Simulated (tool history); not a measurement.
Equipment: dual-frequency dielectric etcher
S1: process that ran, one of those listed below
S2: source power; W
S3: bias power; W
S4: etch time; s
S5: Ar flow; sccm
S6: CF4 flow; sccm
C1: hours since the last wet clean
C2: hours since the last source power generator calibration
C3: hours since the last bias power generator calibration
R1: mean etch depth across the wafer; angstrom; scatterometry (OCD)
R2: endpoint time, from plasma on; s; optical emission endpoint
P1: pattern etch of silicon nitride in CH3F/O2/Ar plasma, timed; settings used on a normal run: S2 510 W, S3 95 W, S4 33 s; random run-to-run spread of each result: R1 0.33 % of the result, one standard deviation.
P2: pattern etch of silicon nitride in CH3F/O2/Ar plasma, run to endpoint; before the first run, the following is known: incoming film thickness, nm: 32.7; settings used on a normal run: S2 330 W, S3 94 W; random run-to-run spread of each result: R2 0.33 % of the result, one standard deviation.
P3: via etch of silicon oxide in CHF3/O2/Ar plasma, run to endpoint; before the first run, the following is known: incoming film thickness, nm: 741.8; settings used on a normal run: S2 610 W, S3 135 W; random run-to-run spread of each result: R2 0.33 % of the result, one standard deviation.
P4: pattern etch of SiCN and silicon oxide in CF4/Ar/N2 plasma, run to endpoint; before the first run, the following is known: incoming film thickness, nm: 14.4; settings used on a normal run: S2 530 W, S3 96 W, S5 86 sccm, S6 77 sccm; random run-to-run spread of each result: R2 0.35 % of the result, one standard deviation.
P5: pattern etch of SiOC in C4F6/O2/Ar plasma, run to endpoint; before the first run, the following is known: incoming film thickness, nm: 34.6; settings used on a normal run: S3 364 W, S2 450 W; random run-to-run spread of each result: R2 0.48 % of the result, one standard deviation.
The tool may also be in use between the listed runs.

run,hour,S1,S2,S3,S4,S5,S6,C1,C2,C3,R1,R2
1,5.6,P1,510,95,33,,,127.4,854.5,3012.8,289.09,
2,9.8,P1,510,95,33,,,131.6,858.7,3017.0,290.23,
3,14.6,P2,330,128,,,,136.4,863.5,3021.8,,42.4040
4,19.9,P3,610,185,,,,141.7,868.8,3027.1,,372.9400
5,24.1,P1,510,58,33,,,145.9,873.0,3031.3,244.75,
6,28.6,P4,530,96,,86,77,150.4,877.5,3035.8,,12.8570
7,32.5,P3,370,135,,,,154.3,881.4,3039.7,,499.6700
8,37.4,P1,510,95,24,,,159.2,886.3,3044.6,211.15,
9,41.7,P1,510,95,33,,,163.5,890.6,3048.9,290.27,
10,44.9,P1,510,95,33,,,166.7,893.8,3052.1,287.92,
11,50.1,P4,740,96,,86,77,171.9,899.0,3057.3,,9.6596
12,54.2,P5,450,466,,,,176.0,903.1,3061.4,,11.1160
13,58.9,P1,710,95,33,,,180.7,907.8,3066.1,326.70,
# hour 62.1: wet clean of the chamber
14,62.4,P2,450,94,,,,0.3,911.3,3069.6,,42.4280
15,67.8,P4,530,96,,86,51,5.7,916.7,3075.0,,13.6540
16,73.4,P2,330,94,,,,11.3,922.3,3080.6,,47.3490
17,77.0,P5,310,364,,,,14.9,925.9,3084.2,,13.9380
18,81.7,P3,610,135,,,,19.6,930.6,3088.9,,409.8300
19,87.3,P3,610,135,,,,25.2,936.2,3094.5,,410.6800
20,91.7,P4,530,96,,121,77,29.6,940.6,3098.9,,13.4100
21,94.6,P1,510,117,33,,,32.5,943.5,3101.8,310.37,
22,100.2,P1,330,95,33,,,38.1,949.1,3107.4,245.98,
23,106.1,P1,510,95,33,,,44.0,955.0,3113.3,288.62,
24,109.9,P4,530,123,,86,77,47.8,958.8,3117.1,,11.8830
25,112.4,P2,330,94,,,,50.3,961.3,3119.6,,47.2700
26,115.3,P5,450,364,,,,53.2,964.2,3122.5,,12.2190
27,121.2,P1,510,95,42,,,59.1,970.1,3128.4,367.40,
28,126.4,P1,320,95,20,,,64.3,975.3,3133.6,147.36,
29,131.2,P1,510,95,33,,,69.1,980.1,3138.4,288.14,
30,134.4,P1,510,95,33,,,72.3,983.3,3141.6,290.36,
31,140.0,P1,510,95,33,,,77.9,988.9,3147.2,291.11,
# hour 142.6: wet clean of the chamber
32,142.8,P1,510,95,33,,,0.3,991.7,3150.0,293.74,
33,147.0,P1,510,95,33,,,4.5,995.9,3154.2,295.97,
34,152.5,P1,510,95,33,,,10.0,1001.4,3159.7,295.21,
35,156.2,P1,510,95,33,,,13.7,1005.1,3163.4,292.38,
36,159.1,P1,510,95,33,,,16.6,1008.0,3166.3,294.35,

Something has made what P1 gives creep away from where it was; the 2 causes below, each at its own stated size, fit the log equally well:
A: source power that arrives over what is set, % = 4.46
B: bias power that arrives over what is set, % = 4.67
Creep in the process output first set in at about hour 131.2.
Other possible causes, and why each is ruled out:
chamber walls in a state that raises the etch rate, %: maintenance at hour 142.6, after the shift began, did not return the process to its former output

Of the 4 check runs below, each run on 2 wafers with the results averaged and each result still a question mark, which one would tell the listed causes apart?
check 1,162.0,P3,430,156,,,,,,,,?
check 2,162.0,P5,340,364,,,,,,,,?
check 3,162.0,P4,530,96,,119,57,,,,,?
check 4,162.0,P2,440,111,,,,,,,,?

Expected result of each check under each candidate cause:
check,result,if A,if B
check 1,R2,441.6300,442.2400
check 2,R2,13.3610,13.3590
check 3,R2,13.5290,13.8140
check 4,R2,39.5770,39.5430
Minimum pairwise separation of causes per check, each pair taken at its best-separating result: check 1 0.14 %; check 2 0.01 %; check 3 2.09 %; check 4 0.08 %
The other checks would show nearly matching results whichever cause is true, so check 3 is the only one that separates the causes.

Check 3 was then run and gave: R2 13.8320 s. Which cause is it?

B is the cause: bias power that arrives over what is set, %.
